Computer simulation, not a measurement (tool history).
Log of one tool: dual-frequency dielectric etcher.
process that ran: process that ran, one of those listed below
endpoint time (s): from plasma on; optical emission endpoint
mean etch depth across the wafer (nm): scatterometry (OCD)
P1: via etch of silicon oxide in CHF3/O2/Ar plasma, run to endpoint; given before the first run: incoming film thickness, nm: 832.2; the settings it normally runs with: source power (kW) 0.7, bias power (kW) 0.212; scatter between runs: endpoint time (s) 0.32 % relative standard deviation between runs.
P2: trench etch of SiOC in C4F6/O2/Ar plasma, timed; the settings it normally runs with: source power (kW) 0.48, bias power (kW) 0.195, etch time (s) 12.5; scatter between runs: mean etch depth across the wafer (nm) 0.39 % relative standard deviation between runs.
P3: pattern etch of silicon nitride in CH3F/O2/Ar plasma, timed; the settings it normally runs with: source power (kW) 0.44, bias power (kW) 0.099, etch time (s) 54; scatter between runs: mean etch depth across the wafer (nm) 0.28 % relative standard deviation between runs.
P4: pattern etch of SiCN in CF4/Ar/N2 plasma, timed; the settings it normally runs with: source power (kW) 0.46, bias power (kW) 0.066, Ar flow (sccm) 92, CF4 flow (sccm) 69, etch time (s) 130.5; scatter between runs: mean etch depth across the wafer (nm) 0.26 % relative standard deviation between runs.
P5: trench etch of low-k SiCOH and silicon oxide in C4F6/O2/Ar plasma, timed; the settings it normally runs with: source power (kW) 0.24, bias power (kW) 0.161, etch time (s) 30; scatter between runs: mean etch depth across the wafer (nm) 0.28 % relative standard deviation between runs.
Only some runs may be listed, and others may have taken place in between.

run	day	process that ran	source power (kW)	bias power (kW)	etch time (s)	Ar flow (sccm)	CF4 flow (sccm)	endpoint time (s)	mean etch depth across the wafer (nm)
1	0.312	P1	0.7	0.212				388.01	
2	0.621	P2	0.48	0.135	12.5				25.196
3	0.842	P4	0.46	0.066	130.5	92	93		118.13
4	1.125	P1	0.7	0.263				356.81	
5	1.346	P2	0.48	0.195	7				15.843
6	1.504	P1	0.7	0.212				387.84	
7	1.858	P5	0.34	0.161	30				84.302
8	2.012	P3	0.44	0.099	54				44.029
9	2.358	P1	0.7	0.212				385.67	
10	2.517	P4	0.46	0.066	180.5	92	69		156.24
11	2.746	P4	0.58	0.066	130.5	92	69		138.52
12	2.946	P4	0.46	0.066	130.5	92	69		112.61
# day 3.008: bias power generator calibrated
13	3.146	P3	0.44	0.099	33				27.041
14	3.371	P4	0.46	0.048	130.5	92	69		101.95
15	3.596	P5	0.24	0.161	30				73.503
16	3.775	P2	0.48	0.195	12.5				28.16
17	3.95	P5	0.24	0.161	30				73.787
18	4.267	P4	0.46	0.066	130.5	56	69		121.38
19	4.571	P1	0.82	0.281				330.06	
20	4.842	P1	0.7	0.144				438.04	
21	5.025	P3	0.44	0.066	54				38.345
22	5.179	P1	0.87	0.212				354.63	
23	5.508	P2	0.57	0.195	12.5				30.202
24	5.712	P1	0.42	0.212				469.8	
25	6.042	P5	0.24	0.161	44				107.89
26	6.304	P1	0.7	0.212				387	
27	6.504	P1	0.7	0.212				386.31	
28	6.754	P3	0.26	0.099	54				36.264
29	6.962	P5	0.24	0.201	30				79.232
30	7.308	P4	0.46	0.066	130.5	92	69		113.52
31	7.592	P1	0.95	0.137				395.95	
32	7.746	P1	0.7	0.212				387.86	
33	8.008	P1	0.7	0.212				382.84	
34	8.246	P1	0.7	0.212				382.44	
35	8.508	P1	0.7	0.212				382.68	
# day 8.658: wet clean of the chamber
36	8.796	P1	0.7	0.212				380.55	
37	9.146	P1	0.7	0.212				380.78	
38	9.358	P1	0.7	0.212				380.07	

The log shows P1 creeping away from where it was. Any of the 2 causes listed here, at the size stated for it, fits the log just as well as the others:
A: bias power that arrives over what is set, % = 4.7
B: source power that arrives over what is set, % = 4.25
The onset of the drift is placed at about day 7.746.
Ruled out, with reasons:
chamber walls in a state that raises the etch rate, %: work on it at day 8.658, done after the drift set in, did not restore what the process gave before

Of the 4 check runs listed below, each run on one wafer and each result written as a question mark, which would let you distinguish the listed causes because they would give clearly different results?
check 1	9.571	P2	0.48	0.145	8.5				?
check 2	9.571	P3	0.44	0.072	54				?
check 3	9.571	P4	0.46	0.066	130.5	69	69		?
check 4	9.571	P5	0.33	0.161	44				?

What each check would give under each cause:
check	result	if A	if B
check 1	mean etch depth across the wafer (nm)	17.796	17.846
check 2	mean etch depth across the wafer (nm)	40.026	40.031
check 3	mean etch depth across the wafer (nm)	119.6	122.26
check 4	mean etch depth across the wafer (nm)	124.22	124.45
Minimum pairwise separation of causes per check, each pair taken at its best-separating result: check 1 0.28 %; check 2 0.01 %; check 3 2.2 %; check 4 0.18 %
Only in check 3 would the causes give clearly different results; in the remaining checks their results would be nearly the same.

After running check 3, the following was obtained: mean etch depth across the wafer (nm) 119.49. Which cause does this point to?

The correct cause is A, namely: bias power that arrives over what is set, %.
